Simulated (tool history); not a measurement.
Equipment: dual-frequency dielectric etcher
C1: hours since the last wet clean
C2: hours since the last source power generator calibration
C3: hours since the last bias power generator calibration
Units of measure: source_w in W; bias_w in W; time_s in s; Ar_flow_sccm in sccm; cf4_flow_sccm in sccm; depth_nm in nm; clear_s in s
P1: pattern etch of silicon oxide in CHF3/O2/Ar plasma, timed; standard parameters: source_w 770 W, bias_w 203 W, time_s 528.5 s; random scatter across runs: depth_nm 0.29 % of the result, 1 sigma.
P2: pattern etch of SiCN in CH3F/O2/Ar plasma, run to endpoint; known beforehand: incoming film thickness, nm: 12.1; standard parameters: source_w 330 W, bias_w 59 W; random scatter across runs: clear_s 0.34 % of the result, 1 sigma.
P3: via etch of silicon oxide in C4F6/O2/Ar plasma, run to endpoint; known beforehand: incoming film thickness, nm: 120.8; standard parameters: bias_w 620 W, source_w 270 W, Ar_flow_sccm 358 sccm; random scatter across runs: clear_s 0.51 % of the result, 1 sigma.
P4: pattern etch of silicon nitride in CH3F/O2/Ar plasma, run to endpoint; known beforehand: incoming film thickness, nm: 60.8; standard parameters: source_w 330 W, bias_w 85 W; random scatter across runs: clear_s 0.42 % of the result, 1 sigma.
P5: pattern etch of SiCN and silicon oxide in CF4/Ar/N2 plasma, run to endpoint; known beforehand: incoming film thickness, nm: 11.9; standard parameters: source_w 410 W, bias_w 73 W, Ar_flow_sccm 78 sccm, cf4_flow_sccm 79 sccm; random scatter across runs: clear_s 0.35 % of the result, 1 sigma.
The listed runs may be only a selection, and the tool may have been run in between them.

{"run": 1, "hour": 5.5, "process": "P1", "source_w": 770, "bias_w": 203, "time_s": 528.5, "C1": 179.3, "C2": 1367.9, "C3": 346.2, "depth_nm": 1199.9}
{"run": 2, "hour": 12.1, "process": "P4", "source_w": 330, "bias_w": 85, "C1": 185.9, "C2": 1374.5, "C3": 352.8, "clear_s": 91.686}
{"run": 3, "hour": 21.8, "process": "P3", "source_w": 270, "bias_w": 620, "Ar_flow_sccm": 495, "C1": 195.6, "C2": 1384.2, "C3": 362.5, "clear_s": 29.472}
{"run": 4, "hour": 29.1, "process": "P1", "source_w": 620, "bias_w": 203, "time_s": 313.5, "C1": 202.9, "C2": 1391.5, "C3": 369.8, "depth_nm": 654.92}
{"run": 5, "hour": 37.6, "process": "P2", "source_w": 330, "bias_w": 83, "C1": 211.4, "C2": 1400, "C3": 378.3, "clear_s": 33.315}
{"run": 6, "hour": 46.8, "process": "P1", "source_w": 770, "bias_w": 251, "time_s": 528.5, "C1": 220.6, "C2": 1409.2, "C3": 387.5, "depth_nm": 1290.6}
{"run": 7, "hour": 54.9, "process": "P3", "source_w": 270, "bias_w": 620, "Ar_flow_sccm": 358, "C1": 228.7, "C2": 1417.3, "C3": 395.6, "clear_s": 28.597}
{"run": 8, "hour": 61.5, "process": "P1", "source_w": 1030, "bias_w": 203, "time_s": 528.5, "C1": 235.3, "C2": 1423.9, "C3": 402.2, "depth_nm": 1347.8}
{"run": 9, "hour": 70.3, "process": "P1", "source_w": 770, "bias_w": 126, "time_s": 528.5, "C1": 244.1, "C2": 1432.7, "C3": 411, "depth_nm": 1027}
{"run": 10, "hour": 80.5, "process": "P1", "source_w": 770, "bias_w": 203, "time_s": 373, "C1": 254.3, "C2": 1442.9, "C3": 421.2, "depth_nm": 849.74}
{"run": 11, "hour": 90.6, "process": "P1", "source_w": 770, "bias_w": 203, "time_s": 528.5, "C1": 264.4, "C2": 1453, "C3": 431.3, "depth_nm": 1200}
{"run": 12, "hour": 96.7, "process": "P3", "source_w": 270, "bias_w": 786, "Ar_flow_sccm": 358, "C1": 270.5, "C2": 1459.1, "C3": 437.4, "clear_s": 25.942}
{"run": 13, "hour": 103.4, "process": "P1", "source_w": 770, "bias_w": 203, "time_s": 528.5, "C1": 277.2, "C2": 1465.8, "C3": 444.1, "depth_nm": 1203.6}
{"run": 14, "hour": 110.0, "process": "P5", "source_w": 410, "bias_w": 54, "Ar_flow_sccm": 78, "cf4_flow_sccm": 79, "C1": 283.8, "C2": 1472.4, "C3": 450.7, "clear_s": 14.934}
{"run": 15, "hour": 114.7, "process": "P5", "source_w": 410, "bias_w": 73, "Ar_flow_sccm": 78, "cf4_flow_sccm": 79, "C1": 288.5, "C2": 1477.1, "C3": 455.4, "clear_s": 13.659}
{"run": 16, "hour": 123.5, "process": "P1", "source_w": 540, "bias_w": 256, "time_s": 528.5, "C1": 297.3, "C2": 1485.9, "C3": 464.2, "depth_nm": 1145.5}
{"run": 17, "hour": 131.4, "process": "P1", "source_w": 770, "bias_w": 203, "time_s": 528.5, "C1": 305.2, "C2": 1493.8, "C3": 472.1, "depth_nm": 1207.4}
{"run": 18, "hour": 136.4, "process": "P5", "source_w": 410, "bias_w": 73, "Ar_flow_sccm": 78, "cf4_flow_sccm": 111, "C1": 310.2, "C2": 1498.8, "C3": 477.1, "clear_s": 13.098}
{"run": 19, "hour": 141.1, "process": "P2", "source_w": 450, "bias_w": 59, "C1": 314.9, "C2": 1503.5, "C3": 481.8, "clear_s": 33.338}
{"run": 20, "hour": 151.0, "process": "P2", "source_w": 330, "bias_w": 59, "C1": 324.8, "C2": 1513.4, "C3": 491.7, "clear_s": 37.734}
{"run": 21, "hour": 158.8, "process": "P5", "source_w": 570, "bias_w": 73, "Ar_flow_sccm": 78, "cf4_flow_sccm": 79, "C1": 332.6, "C2": 1521.2, "C3": 499.5, "clear_s": 10.203}
{"run": 22, "hour": 168.4, "process": "P4", "source_w": 330, "bias_w": 52, "C1": 342.2, "C2": 1530.8, "C3": 509.1, "clear_s": 107.1}
{"run": 23, "hour": 175.2, "process": "P4", "source_w": 330, "bias_w": 85, "C1": 349, "C2": 1537.6, "C3": 515.9, "clear_s": 91.161}
{"run": 24, "hour": 183.3, "process": "P5", "source_w": 410, "bias_w": 73, "Ar_flow_sccm": 106, "cf4_flow_sccm": 79, "C1": 357.1, "C2": 1545.7, "C3": 524, "clear_s": 14.147}
{"run": 25, "hour": 190.8, "process": "P4", "source_w": 410, "bias_w": 85, "C1": 364.6, "C2": 1553.2, "C3": 531.5, "clear_s": 84.135}
{"run": 26, "hour": 200.9, "process": "P3", "source_w": 180, "bias_w": 620, "Ar_flow_sccm": 358, "C1": 374.7, "C2": 1563.3, "C3": 541.6, "clear_s": 32.954}
{"run": 27, "hour": 205.9, "process": "P1", "source_w": 770, "bias_w": 203, "time_s": 733.5, "C1": 379.7, "C2": 1568.3, "C3": 546.6, "depth_nm": 1670.5}
{"run": 28, "hour": 216.4, "process": "P2", "source_w": 330, "bias_w": 59, "C1": 390.2, "C2": 1578.8, "C3": 557.1, "clear_s": 37.556}
{"run": 29, "hour": 221.4, "process": "P1", "source_w": 770, "bias_w": 203, "time_s": 528.5, "C1": 395.2, "C2": 1583.8, "C3": 562.1, "depth_nm": 1199.9}
{"run": 30, "hour": 226.3, "process": "P1", "source_w": 590, "bias_w": 203, "time_s": 528.5, "C1": 400.1, "C2": 1588.7, "C3": 567, "depth_nm": 1083.1}
{"run": 31, "hour": 233.1, "process": "P1", "source_w": 770, "bias_w": 203, "time_s": 528.5, "C1": 406.9, "C2": 1595.5, "C3": 573.8, "depth_nm": 1202.8}
{"run": 32, "hour": 239.1, "process": "P1", "source_w": 770, "bias_w": 203, "time_s": 528.5, "C1": 412.9, "C2": 1601.5, "C3": 579.8, "depth_nm": 1204.4}
{"run": 33, "hour": 243.8, "process": "P1", "source_w": 770, "bias_w": 203, "time_s": 528.5, "C1": 417.6, "C2": 1606.2, "C3": 584.5, "depth_nm": 1213.5}
{"run": 34, "hour": 253.9, "process": "P1", "source_w": 770, "bias_w": 203, "time_s": 528.5, "C1": 427.7, "C2": 1616.3, "C3": 594.6, "depth_nm": 1211.6}
{"hour": 257.8, "done": "wet clean of the chamber"}
{"run": 35, "hour": 259.7, "process": "P1", "source_w": 770, "bias_w": 203, "time_s": 528.5, "C1": 1.9, "C2": 1622.1, "C3": 600.4, "depth_nm": 1217.4}
{"run": 36, "hour": 269.8, "process": "P1", "source_w": 770, "bias_w": 203, "time_s": 528.5, "C1": 12, "C2": 1632.2, "C3": 610.5, "depth_nm": 1218.3}
{"run": 37, "hour": 275.7, "process": "P1", "source_w": 770, "bias_w": 203, "time_s": 528.5, "C1": 17.9, "C2": 1638.1, "C3": 616.4, "depth_nm": 1214.3}
{"run": 38, "hour": 280.6, "process": "P1", "source_w": 770, "bias_w": 203, "time_s": 528.5, "C1": 22.8, "C2": 1643, "C3": 621.3, "depth_nm": 1220.3}
{"run": 39, "hour": 286.8, "process": "P1", "source_w": 770, "bias_w": 203, "time_s": 528.5, "C1": 29, "C2": 1649.2, "C3": 627.5, "depth_nm": 1218.2}
{"run": 40, "hour": 296.3, "process": "P1", "source_w": 770, "bias_w": 203, "time_s": 528.5, "C1": 38.5, "C2": 1658.7, "C3": 637, "depth_nm": 1212.5}

The log shows P1 creeping away from where it was. Any of the 2 causes listed here, at the size stated for it, fits the log just as well as the others:
A: source power that arrives over what is set, % = 3.91
B: bias power that arrives over what is set, % = 4.4
The onset of the drift is placed at about hour 233.1.
Excluded causes, each with its reason:
chamber walls in a state that raises the etch rate, %: serviced at hour 257.8, which brought nothing back

The 4 check runs listed below each average the results of 2 wafers, and their outcomes are marked with question marks. Under which run would the listed causes produce clearly different results?
{"run": "check 1", "hour": 305.8, "process": "P3", "source_w": 270, "bias_w": 778, "Ar_flow_sccm": 466, "clear_s": "?"}
{"run": "check 2", "hour": 305.8, "process": "P5", "source_w": 410, "bias_w": 73, "Ar_flow_sccm": 89, "cf4_flow_sccm": 110, "clear_s": "?"}
{"run": "check 3", "hour": 305.8, "process": "P2", "source_w": 430, "bias_w": 73, "clear_s": "?"}
{"run": "check 4", "hour": 305.8, "process": "P4", "source_w": 330, "bias_w": 56, "clear_s": "?"}

How each check would come out, cause by cause:
check=check_1 result=clear_s if_A=26.482 if_B=26.389
check=check_2 result=clear_s if_A=12.855 if_B=13.121
check=check_3 result=clear_s if_A=31.154 if_B=31.128
check=check_4 result=clear_s if_A=103.82 if_B=103.88
Per-check spread between the two closest causes, in the result where they differ most: check 1 0.35 %; check 2 2.05 %; check 3 0.08 %; check 4 0.05 %
Only check 2 tells the causes apart: in the others they would give nearly the same result.

With check 2 done, the readings were: clear_s 13.129 s. Identify which of the listed causes applies.

It was cause B: bias power that arrives over what is set, %.

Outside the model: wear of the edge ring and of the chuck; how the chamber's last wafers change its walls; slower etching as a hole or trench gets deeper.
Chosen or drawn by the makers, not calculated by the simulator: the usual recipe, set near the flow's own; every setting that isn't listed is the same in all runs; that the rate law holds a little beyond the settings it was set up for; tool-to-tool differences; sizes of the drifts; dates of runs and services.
